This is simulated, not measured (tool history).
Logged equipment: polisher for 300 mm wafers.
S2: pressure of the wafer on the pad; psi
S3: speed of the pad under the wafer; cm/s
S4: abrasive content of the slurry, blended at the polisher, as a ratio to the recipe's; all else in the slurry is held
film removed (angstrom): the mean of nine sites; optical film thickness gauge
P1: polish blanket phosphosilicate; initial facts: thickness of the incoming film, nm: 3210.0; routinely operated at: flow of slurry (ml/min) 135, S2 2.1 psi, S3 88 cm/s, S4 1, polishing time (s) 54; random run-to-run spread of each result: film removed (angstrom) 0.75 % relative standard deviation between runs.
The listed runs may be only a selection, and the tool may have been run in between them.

Run 1, hour 3.7: flow of slurry (ml/min) 135, S2 2.1 psi, S3 88 cm/s, S4 1, polishing time (s) 54. Result: film removed (angstrom) 2452.
Run 2, hour 10.8: flow of slurry (ml/min) 170, S2 2.1 psi, S3 88 cm/s, S4 1, polishing time (s) 54. Result: film removed (angstrom) 2569.4.
Run 3, hour 17.1: flow of slurry (ml/min) 135, S2 2.1 psi, S3 88 cm/s, S4 1, polishing time (s) 54. Result: film removed (angstrom) 2466.4.
Run 4, hour 20.9: flow of slurry (ml/min) 135, S2 2.1 psi, S3 88 cm/s, S4 1, polishing time (s) 54. Result: film removed (angstrom) 2449.3.
Run 5, hour 25: flow of slurry (ml/min) 135, S2 2.1 psi, S3 88 cm/s, S4 1, polishing time (s) 75. Result: film removed (angstrom) 3473.5.
Run 6, hour 29.6: flow of slurry (ml/min) 135, S2 2.1 psi, S3 88 cm/s, S4 0.7, polishing time (s) 54. Result: film removed (angstrom) 2036.1.
Run 7, hour 34.3: flow of slurry (ml/min) 135, S2 3 psi, S3 88 cm/s, S4 1, polishing time (s) 54. Result: film removed (angstrom) 3505.2.
Run 8, hour 38.7: flow of slurry (ml/min) 135, S2 1.1 psi, S3 88 cm/s, S4 1, polishing time (s) 54. Result: film removed (angstrom) 1294.6.
Run 9, hour 43.4: flow of slurry (ml/min) 135, S2 2.1 psi, S3 46 cm/s, S4 1, polishing time (s) 54. Result: film removed (angstrom) 1468.5.
Run 10, hour 49.4: flow of slurry (ml/min) 80, S2 2.1 psi, S3 88 cm/s, S4 1, polishing time (s) 54. Result: film removed (angstrom) 2144.9.
Run 11, hour 56.6: flow of slurry (ml/min) 135, S2 2.1 psi, S3 88 cm/s, S4 1, polishing time (s) 54. Result: film removed (angstrom) 2479.1.
Run 12, hour 61: flow of slurry (ml/min) 170, S2 2.9 psi, S3 88 cm/s, S4 1, polishing time (s) 54. Result: film removed (angstrom) 3569.3.
Run 13, hour 68.5: flow of slurry (ml/min) 135, S2 2.1 psi, S3 88 cm/s, S4 1, polishing time (s) 34. Result: film removed (angstrom) 1558.5.
Run 14, hour 75.5: flow of slurry (ml/min) 135, S2 2.1 psi, S3 88 cm/s, S4 1.5, polishing time (s) 54. Result: film removed (angstrom) 2916.4.
Run 15, hour 80.7: flow of slurry (ml/min) 135, S2 2.1 psi, S3 126 cm/s, S4 1, polishing time (s) 54. Result: film removed (angstrom) 3271.2.
Run 16, hour 87.4: flow of slurry (ml/min) 135, S2 2.1 psi, S3 88 cm/s, S4 1, polishing time (s) 54. Result: film removed (angstrom) 2467.1.
Run 17, hour 94.6: flow of slurry (ml/min) 135, S2 2.1 psi, S3 88 cm/s, S4 0.6, polishing time (s) 67. Result: film removed (angstrom) 2356.2.
Run 18, hour 98.8: flow of slurry (ml/min) 135, S2 2.1 psi, S3 88 cm/s, S4 1, polishing time (s) 54. Result: film removed (angstrom) 2439.3.
Run 19, hour 103.8: flow of slurry (ml/min) 135, S2 2.1 psi, S3 88 cm/s, S4 1, polishing time (s) 54. Result: film removed (angstrom) 2344.4.
Run 20, hour 109.3: flow of slurry (ml/min) 135, S2 2.1 psi, S3 88 cm/s, S4 1, polishing time (s) 54. Result: film removed (angstrom) 2324.1.
Run 21, hour 116.3: flow of slurry (ml/min) 135, S2 2.1 psi, S3 88 cm/s, S4 1, polishing time (s) 54. Result: film removed (angstrom) 2270.2.
At hour 121.7: head pressure recalibrated.
At hour 122.3: conditioning disc replaced and pad reconditioned.
At hour 123.1: worn pad replaced by a new one.
Run 22, hour 123.2: flow of slurry (ml/min) 135, S2 2.1 psi, S3 88 cm/s, S4 1, polishing time (s) 54. Result: film removed (angstrom) 2285.4.
Run 23, hour 129: flow of slurry (ml/min) 135, S2 2.1 psi, S3 88 cm/s, S4 1, polishing time (s) 54. Result: film removed (angstrom) 2217.8.
Run 24, hour 133.3: flow of slurry (ml/min) 135, S2 2.1 psi, S3 88 cm/s, S4 1, polishing time (s) 54. Result: film removed (angstrom) 2239.2.

P1 has crept away from where it was. The log is fitted equally well by each of these 2 causes, at the sizes shown:
A: abrasive missing from the slurry, % = 17.7
B: slurry flow missing at the pad, % = 33.4
Onset of the creep was near hour 98.8.
Every other cause this tool's parts could produce, and why it does not fit the log:
removal rate lost through wear of the pad, %: serviced at hour 123.1, after the change had begun; the process did not return to its earlier output
head's pressure below its setpoint, %: serviced at hour 121.7, after the change had begun; the process did not return to its earlier output
time polished since the conditioner stopped cutting, s: serviced at hour 122.3, after the change had begun; the process did not return to its earlier output

Each of the 4 check runs below uses one wafer; its results are left as question marks. Which run tells the causes apart?
Run check 1, hour 137.6: flow of slurry (ml/min) 135, S2 1.4 psi, S3 64 cm/s, S4 1, polishing time (s) 54. Result: film removed (angstrom) ?.
Run check 2, hour 137.6: flow of slurry (ml/min) 135, S2 2.1 psi, S3 88 cm/s, S4 1.35, polishing time (s) 40. Result: film removed (angstrom) ?.
Run check 3, hour 137.6: flow of slurry (ml/min) 135, S2 2.1 psi, S3 120 cm/s, S4 1, polishing time (s) 54. Result: film removed (angstrom) ?.
Run check 4, hour 137.6: flow of slurry (ml/min) 80, S2 2.1 psi, S3 88 cm/s, S4 1.5, polishing time (s) 54. Result: film removed (angstrom) ?.

What each check would give under each cause:
  check                   result    if A    if B
check 1  film removed (angstrom)  1159.3  1159.6
check 2  film removed (angstrom)  1911.1  1884.3
check 3  film removed (angstrom)  2875.3    2876
check 4  film removed (angstrom)  2375.3  2211.4
Gap, in per cent, between the two causes that each check separates least, read from the result that separates them most: check 1 0.03 %; check 2 1.41 %; check 3 0.03 %; check 4 7.15 %
Of the check runs offered, only check 4 discriminates between the causes; the rest would read about the same regardless of which cause applies.

Running check 4 produced the following: film removed (angstrom) 2216.3. Which one of the listed causes fits?

Of the candidate causes, it is B: slurry flow missing at the pad, %.

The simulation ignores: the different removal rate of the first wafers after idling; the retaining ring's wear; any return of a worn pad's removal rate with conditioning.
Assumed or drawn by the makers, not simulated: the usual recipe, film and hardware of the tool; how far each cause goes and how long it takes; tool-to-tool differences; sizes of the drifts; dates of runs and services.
